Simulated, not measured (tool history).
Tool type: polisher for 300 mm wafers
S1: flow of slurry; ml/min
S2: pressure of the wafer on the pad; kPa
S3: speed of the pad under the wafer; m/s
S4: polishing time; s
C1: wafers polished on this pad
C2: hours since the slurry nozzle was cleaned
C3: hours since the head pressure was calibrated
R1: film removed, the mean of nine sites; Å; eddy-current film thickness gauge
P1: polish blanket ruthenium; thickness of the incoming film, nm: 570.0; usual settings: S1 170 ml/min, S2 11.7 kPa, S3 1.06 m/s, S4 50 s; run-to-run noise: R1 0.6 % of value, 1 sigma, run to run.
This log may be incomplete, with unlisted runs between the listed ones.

run 1 day=0.254 | S1=170 S2=11.7 S3=1.06 S4=50 | C1=191 C2=190.8 C3=1022.6 | R1=546.17
run 2 day=0.533 | S1=265 S2=11.7 S3=1.06 S4=50 | C1=244 C2=197.5 C3=1029.3 | R1=583.75
run 3 day=0.821 | S1=110 S2=17.9 S3=1.06 S4=50 | C1=299 C2=204.4 C3=1036.2 | R1=771.73
run 4 day=1.088 | S1=170 S2=11.7 S3=0.48 S4=50 | C1=349 C2=210.8 C3=1042.6 | R1=247.89
run 5 day=1.388 | S1=170 S2=11.7 S3=1.06 S4=75 | C1=407 C2=218 C3=1049.8 | R1=826.87
run 6 day=1.683 | S1=170 S2=11.7 S3=1.06 S4=34 | C1=463 C2=225.1 C3=1056.9 | R1=372.16
run 7 day=2.204 | S1=170 S2=11.7 S3=1.06 S4=50 | C1=562 C2=237.6 C3=1069.4 | R1=549.14
run 8 day=2.462 | S1=170 S2=5.5 S3=1.06 S4=50 | C1=612 C2=243.8 C3=1075.6 | R1=256.05
run 9 day=2.779 | S1=170 S2=11.7 S3=1.06 S4=50 | C1=672 C2=251.4 C3=1083.2 | R1=547.37
run 10 day=3.079 | S1=170 S2=11.7 S3=1.06 S4=50 | C1=729 C2=258.6 C3=1090.4 | R1=545.12
run 11 day=3.433 | S1=100 S2=11.7 S3=1.06 S4=50 | C1=797 C2=267.1 C3=1098.9 | R1=492.98
run 12 day=3.783 | S1=170 S2=17.9 S3=1.06 S4=50 | C1=863 C2=275.5 C3=1107.3 | R1=834.58
run 13 day=4.283 | S1=170 S2=11.7 S3=1.56 S4=50 | C1=959 C2=287.5 C3=1119.3 | R1=808.06
run 14 day=4.658 | S1=170 S2=11.7 S3=1.06 S4=50 | C1=1030 C2=296.5 C3=1128.3 | R1=550.89
run 15 day=5.008 | S1=170 S2=11.7 S3=1.06 S4=50 | C1=1097 C2=304.9 C3=1136.7 | R1=525.73
run 16 day=5.304 | S1=170 S2=11.7 S3=1.06 S4=50 | C1=1153 C2=312 C3=1143.8 | R1=515.88
-- day=5.571 worn pad replaced by a new one
run 17 day=5.646 | S1=170 S2=11.7 S3=1.06 S4=50 | C1=14 C2=320.2 C3=1152 | R1=509.11
run 18 day=6.029 | S1=170 S2=11.7 S3=1.06 S4=50 | C1=87 C2=329.4 C3=1161.2 | R1=504.15

Run 19 is up next; what results do you expect?
run 19 day=6.375 | S1=170 S2=11.7 S3=1.06 S4=50 | C1=153 C2=337.7 C3=1169.5 | R1=?

{"run 19": {"R1": 503.92}}

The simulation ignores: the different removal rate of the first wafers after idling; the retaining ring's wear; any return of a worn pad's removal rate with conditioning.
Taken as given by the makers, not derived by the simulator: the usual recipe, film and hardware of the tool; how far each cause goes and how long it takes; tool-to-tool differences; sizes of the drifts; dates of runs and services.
